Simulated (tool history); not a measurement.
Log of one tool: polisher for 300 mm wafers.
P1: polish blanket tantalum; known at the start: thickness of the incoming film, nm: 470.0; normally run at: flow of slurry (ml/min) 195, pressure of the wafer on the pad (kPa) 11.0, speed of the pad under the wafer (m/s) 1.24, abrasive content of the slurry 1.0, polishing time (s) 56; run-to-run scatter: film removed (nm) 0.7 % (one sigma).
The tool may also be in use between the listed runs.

| run | day | flow of slurry (ml/min) | pressure of the wafer on the pad (kPa) | speed of the pad under the wafer (m/s) | abrasive content of the slurry | polishing time (s) | wafers polished on this pad | hours since the slurry nozzle was cleaned | hours since the head pressure was calibrated | hours since the slurry blender was calibrated | film removed (nm) |
|---|---|---|---|---|---|---|---|---|---|---|---|
| 1 | 0.358 | 195 | 11.0 | 1.24 | 1.0 | 56 | 802 | 518.6 | 268.3 | 259.9 | 80.719 |
| 2 | 0.858 | 195 | 11.0 | 1.24 | 1.0 | 25 | 895 | 530.6 | 280.3 | 271.9 | 36.254 |
| 3 | 1.246 | 240 | 11.0 | 1.24 | 1.0 | 26 | 967 | 539.9 | 289.6 | 281.2 | 38.756 |
| 4 | 1.500 | 195 | 11.0 | 0.80 | 1.0 | 56 | 1014 | 546.0 | 295.7 | 287.3 | 52.223 |
| 5 | 2.004 | 195 | 11.0 | 1.24 | 1.4 | 56 | 1108 | 558.1 | 307.8 | 299.4 | 88.203 |
| 6 | 2.529 | 195 | 11.0 | 1.24 | 1.0 | 56 | 1206 | 570.7 | 320.4 | 312.0 | 82.122 |
| 7 | 3.012 | 195 | 11.0 | 1.24 | 1.0 | 56 | 1296 | 582.3 | 332.0 | 323.6 | 81.258 |
| 8 | 3.292 | 195 | 11.0 | 1.24 | 0.6 | 36 | 1348 | 589.0 | 338.7 | 330.3 | 43.766 |
| 9 | 3.862 | 195 | 11.0 | 1.24 | 0.6 | 56 | 1454 | 602.7 | 352.4 | 344.0 | 68.625 |
| 10 | 4.312 | 195 | 5.5 | 1.24 | 1.0 | 33 | 1538 | 613.5 | 363.2 | 354.8 | 23.870 |
| 11 | 4.675 | 195 | 11.0 | 1.96 | 1.0 | 56 | 1606 | 622.2 | 371.9 | 363.5 | 129.110 |
| 12 | 5.012 | 195 | 11.0 | 1.24 | 1.0 | 56 | 1668 | 630.3 | 380.0 | 371.6 | 81.698 |
| 13 | 5.504 | 195 | 11.0 | 1.24 | 1.0 | 56 | 1760 | 642.1 | 391.8 | 383.4 | 80.645 |
| 14 | 5.892 | 195 | 11.0 | 1.24 | 1.0 | 56 | 1832 | 651.4 | 401.1 | 392.7 | 80.983 |
| 15 | 6.417 | 195 | 6.2 | 1.24 | 1.0 | 56 | 1930 | 664.0 | 413.7 | 405.3 | 45.447 |
|  | 6.492 | head pressure recalibrated |
| 16 | 6.992 | 195 | 17.9 | 1.24 | 1.0 | 56 | 2037 | 677.8 | 12.1 | 419.1 | 131.050 |
| 17 | 7.254 | 115 | 11.0 | 1.24 | 1.0 | 56 | 2086 | 684.1 | 18.4 | 425.4 | 74.336 |
| 18 | 7.508 | 195 | 11.0 | 1.24 | 1.0 | 76 | 2133 | 690.2 | 24.5 | 431.5 | 111.250 |
| 19 | 8.029 | 305 | 11.0 | 1.24 | 1.0 | 56 | 2230 | 702.7 | 37.0 | 444.0 | 85.158 |
| 20 | 8.354 | 195 | 11.0 | 1.24 | 1.0 | 56 | 2291 | 710.5 | 44.8 | 451.8 | 81.737 |
| 21 | 8.825 | 195 | 11.0 | 1.24 | 1.0 | 56 | 2378 | 721.8 | 56.1 | 463.1 | 75.749 |
| 22 | 9.121 | 195 | 11.0 | 1.24 | 1.0 | 56 | 2433 | 728.9 | 63.2 | 470.2 | 74.350 |
| 23 | 9.450 | 195 | 11.0 | 1.24 | 1.0 | 56 | 2495 | 736.8 | 71.1 | 478.1 | 74.077 |
| 24 | 9.721 | 195 | 11.0 | 1.24 | 1.0 | 56 | 2545 | 743.3 | 77.6 | 484.6 | 73.224 |
|  | 9.800 | head pressure recalibrated |
| 25 | 10.025 | 195 | 11.0 | 1.24 | 1.0 | 56 | 2602 | 750.6 | 5.4 | 491.9 | 72.314 |
|  | 10.258 | slurry nozzle cleaned |
| 26 | 10.462 | 195 | 11.0 | 1.24 | 1.0 | 56 | 2683 | 4.9 | 15.9 | 502.4 | 71.875 |
| 27 | 11.012 | 195 | 11.0 | 1.24 | 1.0 | 56 | 2786 | 18.1 | 29.1 | 515.6 | 72.250 |

What P1 gives has crept away from where it was. These 2 causes fit the log equally well, each at the size given:
A: abrasive missing from the slurry, % = 31
B: removal rate lost through wear of the pad, % = 11.4
The creep began at about day 8.354.
Why every other cause is out:
slurry flow missing at the pad, %: serviced at day 10.258, which brought nothing back
head's pressure below its setpoint, %: serviced at day 9.800, which brought nothing back

4 check runs are offered, each on 5 wafers whose results are averaged, their results left as question marks. Which one tells the causes apart?
| check 1 | 11.562 | 195 | 16.5 | 1.94 | 1.0 | 56 |  |  |  |  | ? |
| check 2 | 11.562 | 115 | 11.0 | 1.24 | 1.0 | 56 |  |  |  |  | ? |
| check 3 | 11.562 | 195 | 11.0 | 0.90 | 1.4 | 56 |  |  |  |  | ? |
| check 4 | 11.562 | 235 | 17.2 | 1.24 | 1.0 | 56 |  |  |  |  | ? |

What each check would give under each cause:
| check | result | if A | if B |
|---|---|---|---|
| check 1 | film removed (nm) | 168.700 | 168.660 |
| check 2 | film removed (nm) | 65.615 | 65.598 |
| check 3 | film removed (nm) | 58.288 | 56.799 |
| check 4 | film removed (nm) | 114.930 | 114.900 |
How far apart the two closest causes lie, in the result that separates them most: check 1 0.03 %; check 2 0.03 %; check 3 2.59 %; check 4 0.03 %
Only check 3 tells the causes apart: in the others they would give nearly the same result.

Check 3 was then run and gave: film removed (nm) 56.902. Which cause is it?

It is B: removal rate lost through wear of the pad, %.
